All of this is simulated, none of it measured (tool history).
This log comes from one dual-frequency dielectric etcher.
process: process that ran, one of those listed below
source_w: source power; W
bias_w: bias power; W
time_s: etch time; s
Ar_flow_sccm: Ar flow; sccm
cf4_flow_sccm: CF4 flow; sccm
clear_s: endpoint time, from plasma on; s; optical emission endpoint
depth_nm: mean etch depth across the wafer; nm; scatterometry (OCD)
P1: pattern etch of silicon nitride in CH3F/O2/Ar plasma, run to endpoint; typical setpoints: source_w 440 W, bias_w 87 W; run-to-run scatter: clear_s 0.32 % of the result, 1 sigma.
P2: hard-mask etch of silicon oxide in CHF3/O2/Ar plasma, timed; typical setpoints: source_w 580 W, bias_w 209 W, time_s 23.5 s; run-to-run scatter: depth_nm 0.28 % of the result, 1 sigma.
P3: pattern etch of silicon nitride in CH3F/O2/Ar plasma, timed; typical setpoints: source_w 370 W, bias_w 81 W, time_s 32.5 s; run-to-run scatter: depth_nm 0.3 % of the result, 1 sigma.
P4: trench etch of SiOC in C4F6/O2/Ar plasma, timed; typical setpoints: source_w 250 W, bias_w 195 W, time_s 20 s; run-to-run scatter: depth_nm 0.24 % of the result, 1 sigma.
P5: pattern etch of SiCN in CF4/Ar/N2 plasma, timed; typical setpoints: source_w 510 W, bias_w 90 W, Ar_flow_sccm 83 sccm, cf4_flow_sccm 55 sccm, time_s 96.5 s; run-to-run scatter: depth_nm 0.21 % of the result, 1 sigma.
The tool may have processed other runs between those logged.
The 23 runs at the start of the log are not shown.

run	day	process	source_w	bias_w	time_s	Ar_flow_sccm	cf4_flow_sccm	hours since the last wet clean	hours since the last source power generator calibration	hours since the last bias power generator calibration	clear_s	depth_nm
24	13.508	P5	670	90	96.5	83	55	465.9	143.8	54.9		125.25
25	14.225	P4	190	195	20			483.1	161	72.1		31.989
26	14.608	P3	290	81	32.5			492.3	170.2	81.3		20.903
27	15.342	P5	510	90	96.5	83	55	509.9	187.8	98.9		98.819
28	16.088	P3	370	81	44			527.8	205.7	116.8		30.996
29	16.862	P3	370	55	32.5			546.4	224.3	135.4		20.047
30	17.492	P1	440	52				561.5	239.4	150.5	47.495	
31	18.254	P5	510	64	96.5	83	55	579.8	257.7	168.8		87.553
32	18.7	P5	510	90	96.5	107	55	590.5	268.4	179.5		95.245
33	19.042	P1	440	87				598.7	276.6	187.7	40.076	
34	19.429	P1	440	87				608	285.9	197	40.197	
35	20.088	P1	440	87				623.8	301.7	212.8	40.44	
36	20.862	P1	440	87				642.4	320.3	231.4	40.45	
37	21.5	P1	440	87				657.7	335.6	246.7	40.399	

Expected results for the next run?
38	22.208	P1	440	87				674.7	352.6	263.7	?	

clear_s: 40.477 s
